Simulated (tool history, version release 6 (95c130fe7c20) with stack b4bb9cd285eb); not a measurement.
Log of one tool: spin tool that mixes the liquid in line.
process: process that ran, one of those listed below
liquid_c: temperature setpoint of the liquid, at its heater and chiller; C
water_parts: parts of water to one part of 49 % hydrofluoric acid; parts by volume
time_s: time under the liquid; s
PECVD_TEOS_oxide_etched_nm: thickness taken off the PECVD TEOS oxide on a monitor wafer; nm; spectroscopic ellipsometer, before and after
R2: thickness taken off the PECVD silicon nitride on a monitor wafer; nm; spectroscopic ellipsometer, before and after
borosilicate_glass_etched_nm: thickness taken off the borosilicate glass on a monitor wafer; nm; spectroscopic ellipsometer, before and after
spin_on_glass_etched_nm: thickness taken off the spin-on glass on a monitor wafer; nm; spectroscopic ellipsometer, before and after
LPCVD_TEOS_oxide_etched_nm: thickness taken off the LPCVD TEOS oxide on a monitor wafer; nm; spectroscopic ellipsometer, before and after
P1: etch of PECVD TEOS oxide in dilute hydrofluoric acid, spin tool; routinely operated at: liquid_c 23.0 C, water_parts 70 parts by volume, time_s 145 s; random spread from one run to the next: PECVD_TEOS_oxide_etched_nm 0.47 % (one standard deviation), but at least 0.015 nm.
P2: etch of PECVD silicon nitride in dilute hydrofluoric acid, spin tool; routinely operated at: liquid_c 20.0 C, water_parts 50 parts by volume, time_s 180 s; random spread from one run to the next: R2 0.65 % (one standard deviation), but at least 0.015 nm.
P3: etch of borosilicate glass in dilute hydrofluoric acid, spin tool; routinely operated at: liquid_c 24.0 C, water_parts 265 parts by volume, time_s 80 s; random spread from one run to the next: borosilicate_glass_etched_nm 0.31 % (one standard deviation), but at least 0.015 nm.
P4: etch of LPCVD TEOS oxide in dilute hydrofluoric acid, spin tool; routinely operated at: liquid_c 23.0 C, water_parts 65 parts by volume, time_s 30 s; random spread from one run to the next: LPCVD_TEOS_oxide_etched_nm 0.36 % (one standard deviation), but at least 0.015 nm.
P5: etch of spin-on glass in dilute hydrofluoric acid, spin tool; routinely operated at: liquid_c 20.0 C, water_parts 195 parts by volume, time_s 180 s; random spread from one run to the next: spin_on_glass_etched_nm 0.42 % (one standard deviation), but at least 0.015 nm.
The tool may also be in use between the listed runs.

{"run": 1, "hour": 6.1, "process": "P1", "liquid_c": 23.0, "water_parts": 70, "time_s": 145, "PECVD_TEOS_oxide_etched_nm": 21.577}
{"run": 2, "hour": 12.5, "process": "P2", "liquid_c": 20.0, "water_parts": 50, "time_s": 180, "R2": 4.5967}
{"run": 3, "hour": 21.6, "process": "P3", "liquid_c": 24.0, "water_parts": 265, "time_s": 80, "borosilicate_glass_etched_nm": 8.7894}
{"run": 4, "hour": 26.9, "process": "P5", "liquid_c": 20.0, "water_parts": 195, "time_s": 35, "spin_on_glass_etched_nm": 7.4232}
{"run": 5, "hour": 32.7, "process": "P2", "liquid_c": 20.0, "water_parts": 85, "time_s": 180, "R2": 2.7514}
{"run": 6, "hour": 41.1, "process": "P3", "liquid_c": 24.0, "water_parts": 265, "time_s": 15, "borosilicate_glass_etched_nm": 1.6674}
{"run": 7, "hour": 45.3, "process": "P1", "liquid_c": 18.5, "water_parts": 70, "time_s": 145, "PECVD_TEOS_oxide_etched_nm": 18.06}
{"run": 8, "hour": 52.5, "process": "P3", "liquid_c": 24.0, "water_parts": 105, "time_s": 80, "borosilicate_glass_etched_nm": 26.63}
{"run": 9, "hour": 58.7, "process": "P4", "liquid_c": 23.0, "water_parts": 25, "time_s": 30, "LPCVD_TEOS_oxide_etched_nm": 47.233}
{"run": 10, "hour": 67.5, "process": "P2", "liquid_c": 20.0, "water_parts": 50, "time_s": 60, "R2": 1.5419}
{"run": 11, "hour": 72.4, "process": "P1", "liquid_c": 23.0, "water_parts": 70, "time_s": 145, "PECVD_TEOS_oxide_etched_nm": 21.716}
{"run": 12, "hour": 80.2, "process": "P5", "liquid_c": 20.0, "water_parts": 195, "time_s": 180, "spin_on_glass_etched_nm": 37.961}
{"run": 13, "hour": 85.5, "process": "P1", "liquid_c": 23.0, "water_parts": 70, "time_s": 265, "PECVD_TEOS_oxide_etched_nm": 39.664}
{"run": 14, "hour": 91.6, "process": "P2", "liquid_c": 20.0, "water_parts": 50, "time_s": 180, "R2": 4.6048}
{"run": 15, "hour": 99.8, "process": "P1", "liquid_c": 23.0, "water_parts": 115, "time_s": 145, "PECVD_TEOS_oxide_etched_nm": 12.626}
{"run": 16, "hour": 106.9, "process": "P5", "liquid_c": 17.0, "water_parts": 195, "time_s": 180, "spin_on_glass_etched_nm": 33.903}
{"hour": 110.6, "done": "hydrofluoric acid flow meter replaced"}
{"run": 17, "hour": 113.6, "process": "P3", "liquid_c": 24.0, "water_parts": 265, "time_s": 80, "borosilicate_glass_etched_nm": 8.8562}
{"run": 18, "hour": 122.4, "process": "P4", "liquid_c": 23.0, "water_parts": 65, "time_s": 30, "LPCVD_TEOS_oxide_etched_nm": 17.235}
{"run": 19, "hour": 129.5, "process": "P4", "liquid_c": 23.0, "water_parts": 65, "time_s": 15, "LPCVD_TEOS_oxide_etched_nm": 8.5874}
{"run": 20, "hour": 134.1, "process": "P1", "liquid_c": 30.5, "water_parts": 70, "time_s": 145, "PECVD_TEOS_oxide_etched_nm": 29.374}
{"run": 21, "hour": 142.6, "process": "P1", "liquid_c": 23.0, "water_parts": 70, "time_s": 145, "PECVD_TEOS_oxide_etched_nm": 21.901}
{"run": 22, "hour": 150.2, "process": "P4", "liquid_c": 30.5, "water_parts": 65, "time_s": 30, "LPCVD_TEOS_oxide_etched_nm": 23.234}
{"run": 23, "hour": 155.0, "process": "P1", "liquid_c": 23.0, "water_parts": 70, "time_s": 145, "PECVD_TEOS_oxide_etched_nm": 21.619}
{"run": 24, "hour": 163.7, "process": "P2", "liquid_c": 17.0, "water_parts": 50, "time_s": 180, "R2": 3.7572}
{"run": 25, "hour": 168.5, "process": "P4", "liquid_c": 23.0, "water_parts": 65, "time_s": 30, "LPCVD_TEOS_oxide_etched_nm": 17.271}
{"run": 26, "hour": 172.7, "process": "P1", "liquid_c": 23.0, "water_parts": 70, "time_s": 145, "PECVD_TEOS_oxide_etched_nm": 21.789}
{"run": 27, "hour": 178.3, "process": "P1", "liquid_c": 23.0, "water_parts": 25, "time_s": 145, "PECVD_TEOS_oxide_etched_nm": 64.928}
{"run": 28, "hour": 183.8, "process": "P1", "liquid_c": 17.0, "water_parts": 30, "time_s": 145, "PECVD_TEOS_oxide_etched_nm": 41.506}
{"run": 29, "hour": 188.6, "process": "P3", "liquid_c": 19.5, "water_parts": 265, "time_s": 80, "borosilicate_glass_etched_nm": 7.5467}
{"run": 30, "hour": 195.4, "process": "P5", "liquid_c": 20.0, "water_parts": 40, "time_s": 180, "spin_on_glass_etched_nm": 220.24}
{"run": 31, "hour": 200.4, "process": "P1", "liquid_c": 23.0, "water_parts": 70, "time_s": 15, "PECVD_TEOS_oxide_etched_nm": 2.2446}
{"run": 32, "hour": 206.1, "process": "P1", "liquid_c": 23.0, "water_parts": 70, "time_s": 145, "PECVD_TEOS_oxide_etched_nm": 22.01}
{"run": 33, "hour": 211.4, "process": "P1", "liquid_c": 23.0, "water_parts": 70, "time_s": 145, "PECVD_TEOS_oxide_etched_nm": 22.24}
{"run": 34, "hour": 216.6, "process": "P1", "liquid_c": 23.0, "water_parts": 70, "time_s": 145, "PECVD_TEOS_oxide_etched_nm": 22.502}
{"run": 35, "hour": 225.5, "process": "P1", "liquid_c": 23.0, "water_parts": 70, "time_s": 145, "PECVD_TEOS_oxide_etched_nm": 22.823}
{"run": 36, "hour": 233.6, "process": "P1", "liquid_c": 23.0, "water_parts": 70, "time_s": 145, "PECVD_TEOS_oxide_etched_nm": 22.893}
{"run": 37, "hour": 241.5, "process": "P1", "liquid_c": 23.0, "water_parts": 70, "time_s": 145, "PECVD_TEOS_oxide_etched_nm": 23.173}
{"run": 38, "hour": 246.5, "process": "P1", "liquid_c": 23.0, "water_parts": 70, "time_s": 145, "PECVD_TEOS_oxide_etched_nm": 23.282}
{"run": 39, "hour": 253.6, "process": "P1", "liquid_c": 23.0, "water_parts": 70, "time_s": 145, "PECVD_TEOS_oxide_etched_nm": 23.184}
{"run": 40, "hour": 258.0, "process": "P1", "liquid_c": 23.0, "water_parts": 70, "time_s": 145, "PECVD_TEOS_oxide_etched_nm": 22.938}
{"run": 41, "hour": 264.9, "process": "P1", "liquid_c": 23.0, "water_parts": 70, "time_s": 145, "PECVD_TEOS_oxide_etched_nm": 23.143}

What P1 gives has crept away from where it was. These 2 causes fit the log equally well, each at the size given:
A: liquid hotter than its thermometer reads (K) = 1.47
B: hydrofluoric acid flow above the setpoint (%) = 5.65
Onset of the creep was near hour 206.1.

You are offered 4 check runs, listed below with question marks in place of their results; each one averages 2 wafers. Which run separates the listed causes by giving clearly different results for each?
{"run": "check 1", "hour": 271.8, "process": "P5", "liquid_c": 20.0, "water_parts": 70, "time_s": 70, "spin_on_glass_etched_nm": "?"}
{"run": "check 2", "hour": 271.8, "process": "P2", "liquid_c": 20.0, "water_parts": 85, "time_s": 180, "R2": "?"}
{"run": "check 3", "hour": 271.8, "process": "P3", "liquid_c": 24.0, "water_parts": 120, "time_s": 15, "borosilicate_glass_etched_nm": "?"}
{"run": "check 4", "hour": 271.8, "process": "P4", "liquid_c": 28.5, "water_parts": 65, "time_s": 30, "LPCVD_TEOS_oxide_etched_nm": "?"}

Expected result of each check under each candidate cause:
check=check_1 result=spin_on_glass_etched_nm if_A=50.2330 if_B=50.1370
check=check_2 result=R2 if_A=3.0376 if_B=2.8999
check=check_3 result=borosilicate_glass_etched_nm if_A=4.5471 if_B=4.5730
check=check_4 result=LPCVD_TEOS_oxide_etched_nm if_A=22.7560 if_B=22.8200
Gap, in per cent, between the two causes that each check separates least, read from the result that separates them most: check 1 0.19 %; check 2 4.64 %; check 3 0.57 %; check 4 0.28 %
Only in check 2 would the causes give clearly different results; in the remaining checks their results would be nearly the same.

The results of check 2 are: R2 3.0273 nm. Based on these, which of the listed causes is it?

It was cause A: liquid hotter than its thermometer reads (K).

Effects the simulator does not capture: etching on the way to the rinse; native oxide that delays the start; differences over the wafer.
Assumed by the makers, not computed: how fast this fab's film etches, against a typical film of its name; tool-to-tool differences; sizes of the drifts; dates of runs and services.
